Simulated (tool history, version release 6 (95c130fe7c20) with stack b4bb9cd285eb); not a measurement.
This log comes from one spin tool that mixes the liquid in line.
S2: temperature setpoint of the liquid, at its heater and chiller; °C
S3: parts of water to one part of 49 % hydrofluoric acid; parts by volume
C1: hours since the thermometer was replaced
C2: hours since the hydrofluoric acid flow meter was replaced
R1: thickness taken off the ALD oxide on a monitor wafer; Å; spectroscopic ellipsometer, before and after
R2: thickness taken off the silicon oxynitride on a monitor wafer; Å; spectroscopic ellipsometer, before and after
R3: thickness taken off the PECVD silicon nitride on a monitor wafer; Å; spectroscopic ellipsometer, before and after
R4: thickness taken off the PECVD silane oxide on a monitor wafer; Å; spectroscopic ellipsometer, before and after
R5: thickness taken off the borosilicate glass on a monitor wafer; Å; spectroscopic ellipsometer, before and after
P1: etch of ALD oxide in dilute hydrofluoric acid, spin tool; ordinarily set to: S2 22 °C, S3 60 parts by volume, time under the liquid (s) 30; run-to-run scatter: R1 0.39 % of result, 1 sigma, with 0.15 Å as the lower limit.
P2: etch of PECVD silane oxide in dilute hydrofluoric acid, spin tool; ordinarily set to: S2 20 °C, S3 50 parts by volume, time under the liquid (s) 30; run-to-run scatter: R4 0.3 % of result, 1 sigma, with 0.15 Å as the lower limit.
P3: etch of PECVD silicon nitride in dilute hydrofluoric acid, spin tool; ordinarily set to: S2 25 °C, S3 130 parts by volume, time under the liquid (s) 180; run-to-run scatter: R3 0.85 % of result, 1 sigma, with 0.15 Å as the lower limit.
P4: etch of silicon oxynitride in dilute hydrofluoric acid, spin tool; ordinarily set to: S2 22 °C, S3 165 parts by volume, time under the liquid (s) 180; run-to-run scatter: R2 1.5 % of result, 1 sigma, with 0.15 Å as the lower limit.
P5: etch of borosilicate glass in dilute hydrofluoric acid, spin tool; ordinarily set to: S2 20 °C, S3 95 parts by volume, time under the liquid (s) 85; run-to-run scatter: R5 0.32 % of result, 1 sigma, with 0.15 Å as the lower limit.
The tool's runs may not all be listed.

{"run": 1, "hour": 9.1, "process that ran": "P1", "S2": 22, "S3": 60, "time under the liquid (s)": 30, "C1": 274.8, "C2": 402.2, "R1": 81.842}
{"run": 2, "hour": 15.9, "process that ran": "P4", "S2": 22, "S3": 300, "time under the liquid (s)": 180, "C1": 281.6, "C2": 409, "R2": 7.0323}
{"run": 3, "hour": 23.7, "process that ran": "P1", "S2": 18, "S3": 60, "time under the liquid (s)": 30, "C1": 289.4, "C2": 416.8, "R1": 69.251}
{"run": 4, "hour": 28.5, "process that ran": "P3", "S2": 31, "S3": 130, "time under the liquid (s)": 180, "C1": 294.2, "C2": 421.6, "R3": 38.356}
{"run": 5, "hour": 39.0, "process that ran": "P2", "S2": 20, "S3": 50, "time under the liquid (s)": 15, "C1": 304.7, "C2": 432.1, "R4": 70.597}
{"run": 6, "hour": 47.8, "process that ran": "P3", "S2": 25, "S3": 185, "time under the liquid (s)": 180, "C1": 313.5, "C2": 440.9, "R3": 18.364}
{"run": 7, "hour": 57.5, "process that ran": "P4", "S2": 22, "S3": 165, "time under the liquid (s)": 180, "C1": 323.2, "C2": 450.6, "R2": 13.487}
{"run": 8, "hour": 62.4, "process that ran": "P5", "S2": 20, "S3": 95, "time under the liquid (s)": 15, "C1": 328.1, "C2": 455.5, "R5": 23.059}
{"run": 9, "hour": 69.6, "process that ran": "P2", "S2": 20, "S3": 50, "time under the liquid (s)": 30, "C1": 335.3, "C2": 462.7, "R4": 141.23}
{"run": 10, "hour": 74.9, "process that ran": "P1", "S2": 22, "S3": 60, "time under the liquid (s)": 15, "C1": 340.6, "C2": 468, "R1": 40.631}
{"run": 11, "hour": 83.1, "process that ran": "P1", "S2": 22, "S3": 60, "time under the liquid (s)": 30, "C1": 348.8, "C2": 476.2, "R1": 81.417}
{"run": 12, "hour": 91.8, "process that ran": "P1", "S2": 22, "S3": 100, "time under the liquid (s)": 30, "C1": 357.5, "C2": 484.9, "R1": 46.168}
{"run": 13, "hour": 101.7, "process that ran": "P1", "S2": 22, "S3": 60, "time under the liquid (s)": 30, "C1": 367.4, "C2": 494.8, "R1": 81.252}
{"run": 14, "hour": 111.7, "process that ran": "P1", "S2": 17.5, "S3": 105, "time under the liquid (s)": 30, "C1": 377.4, "C2": 504.8, "R1": 36.807}
{"run": 15, "hour": 120.6, "process that ran": "P4", "S2": 22, "S3": 165, "time under the liquid (s)": 15, "C1": 386.3, "C2": 513.7, "R2": 1.275}
{"run": 16, "hour": 130.7, "process that ran": "P1", "S2": 22, "S3": 60, "time under the liquid (s)": 30, "C1": 396.4, "C2": 523.8, "R1": 80.832}
{"run": 17, "hour": 137.1, "process that ran": "P4", "S2": 17, "S3": 165, "time under the liquid (s)": 180, "C1": 402.8, "C2": 530.2, "R2": 10.799}
{"run": 18, "hour": 146.7, "process that ran": "P3", "S2": 25, "S3": 130, "time under the liquid (s)": 180, "C1": 412.4, "C2": 539.8, "R3": 26.194}
{"run": 19, "hour": 155.4, "process that ran": "P1", "S2": 22, "S3": 20, "time under the liquid (s)": 30, "C1": 421.1, "C2": 548.5, "R1": 255.94}
{"run": 20, "hour": 165.6, "process that ran": "P5", "S2": 20, "S3": 95, "time under the liquid (s)": 85, "C1": 431.3, "C2": 558.7, "R5": 131.38}
{"run": 21, "hour": 171.4, "process that ran": "P1", "S2": 22, "S3": 60, "time under the liquid (s)": 30, "C1": 437.1, "C2": 564.5, "R1": 81.288}
{"run": 22, "hour": 178.0, "process that ran": "P5", "S2": 17, "S3": 95, "time under the liquid (s)": 85, "C1": 443.7, "C2": 571.1, "R5": 114.98}
{"run": 23, "hour": 183.4, "process that ran": "P3", "S2": 25, "S3": 130, "time under the liquid (s)": 310, "C1": 449.1, "C2": 576.5, "R3": 45.756}
{"run": 24, "hour": 189.3, "process that ran": "P2", "S2": 20, "S3": 20, "time under the liquid (s)": 30, "C1": 455, "C2": 582.4, "R4": 364.23}
{"run": 25, "hour": 195.9, "process that ran": "P1", "S2": 27, "S3": 60, "time under the liquid (s)": 30, "C1": 461.6, "C2": 589, "R1": 99.403}
{"run": 26, "hour": 203.9, "process that ran": "P5", "S2": 20, "S3": 95, "time under the liquid (s)": 85, "C1": 469.6, "C2": 597, "R5": 131.96}
{"run": 27, "hour": 210.3, "process that ran": "P1", "S2": 22, "S3": 60, "time under the liquid (s)": 30, "C1": 476, "C2": 603.4, "R1": 81.513}
{"run": 28, "hour": 218.3, "process that ran": "P1", "S2": 22, "S3": 60, "time under the liquid (s)": 55, "C1": 484, "C2": 611.4, "R1": 148.56}
{"run": 29, "hour": 224.6, "process that ran": "P5", "S2": 20, "S3": 170, "time under the liquid (s)": 85, "C1": 490.3, "C2": 617.7, "R5": 67.764}
{"run": 30, "hour": 232.5, "process that ran": "P2", "S2": 26, "S3": 50, "time under the liquid (s)": 30, "C1": 498.2, "C2": 625.6, "R4": 181}
{"run": 31, "hour": 240.0, "process that ran": "P1", "S2": 22, "S3": 60, "time under the liquid (s)": 30, "C1": 505.7, "C2": 633.1, "R1": 81.028}
{"run": 32, "hour": 248.0, "process that ran": "P1", "S2": 22, "S3": 60, "time under the liquid (s)": 30, "C1": 513.7, "C2": 641.1, "R1": 83.153}
{"run": 33, "hour": 252.8, "process that ran": "P1", "S2": 22, "S3": 60, "time under the liquid (s)": 30, "C1": 518.5, "C2": 645.9, "R1": 83.667}
{"run": 34, "hour": 258.3, "process that ran": "P1", "S2": 22, "S3": 60, "time under the liquid (s)": 30, "C1": 524, "C2": 651.4, "R1": 84.492}
{"run": 35, "hour": 263.3, "process that ran": "P1", "S2": 22, "S3": 60, "time under the liquid (s)": 30, "C1": 529, "C2": 656.4, "R1": 84.996}
{"run": 36, "hour": 273.5, "process that ran": "P1", "S2": 22, "S3": 60, "time under the liquid (s)": 30, "C1": 539.2, "C2": 666.6, "R1": 85.466}
{"run": 37, "hour": 283.7, "process that ran": "P1", "S2": 22, "S3": 60, "time under the liquid (s)": 30, "C1": 549.4, "C2": 676.8, "R1": 85.414}
{"run": 38, "hour": 290.8, "process that ran": "P1", "S2": 22, "S3": 60, "time under the liquid (s)": 30, "C1": 556.5, "C2": 683.9, "R1": 85.885}
{"run": 39, "hour": 299.7, "process that ran": "P1", "S2": 22, "S3": 60, "time under the liquid (s)": 30, "C1": 565.4, "C2": 692.8, "R1": 86.552}
{"run": 40, "hour": 305.5, "process that ran": "P1", "S2": 22, "S3": 60, "time under the liquid (s)": 30, "C1": 571.2, "C2": 698.6, "R1": 86.147}
{"run": 41, "hour": 316.4, "process that ran": "P1", "S2": 22, "S3": 60, "time under the liquid (s)": 30, "C1": 582.1, "C2": 709.5, "R1": 86.852}
{"run": 42, "hour": 325.3, "process that ran": "P1", "S2": 22, "S3": 60, "time under the liquid (s)": 30, "C1": 591, "C2": 718.4, "R1": 86.498}

P1 no longer gives what it gave before; its output has crept away from where it was. The following 2 causes, each at its listed size, fit the log equally well:
A: hydrofluoric acid flow above the setpoint (%) = 5.9
B: liquid hotter than its thermometer reads (K) = 1.5
The gradual shift began around hour 240.

Which of the 4 check runs listed below, each an average over 5 wafers with its results shown as question marks, gives clearly different results under the different listed causes?
{"run": "check 1", "hour": 334.2, "process that ran": "P5", "S2": 17, "S3": 95, "time under the liquid (s)": 15, "R5": "?"}
{"run": "check 2", "hour": 334.2, "process that ran": "P3", "S2": 30.5, "S3": 130, "time under the liquid (s)": 180, "R3": "?"}
{"run": "check 3", "hour": 334.2, "process that ran": "P2", "S2": 24.5, "S3": 50, "time under the liquid (s)": 15, "R4": "?"}
{"run": "check 4", "hour": 334.2, "process that ran": "P4", "S2": 22, "S3": 285, "time under the liquid (s)": 180, "R2": "?"}

What each check would give under each cause:
check=check_1 result=R5 if_A=21.779 if_B=21.783
check=check_2 result=R3 if_A=39.523 if_B=40.876
check=check_3 result=R4 if_A=90.697 if_B=90.693
check=check_4 result=R2 if_A=7.8144 if_B=7.7928
Smallest distance between any two causes, each pair judged by its most separating result, in per cent: check 1 0.02 %; check 2 3.37 %; check 3 0 %; check 4 0.28 %
Only check 2 tells the causes apart: in the others they would give nearly the same result.

Check 2 has now been run. It gave: R3 39.795 Å. Which of the candidate causes is it?

A is the cause: hydrofluoric acid flow above the setpoint (%).

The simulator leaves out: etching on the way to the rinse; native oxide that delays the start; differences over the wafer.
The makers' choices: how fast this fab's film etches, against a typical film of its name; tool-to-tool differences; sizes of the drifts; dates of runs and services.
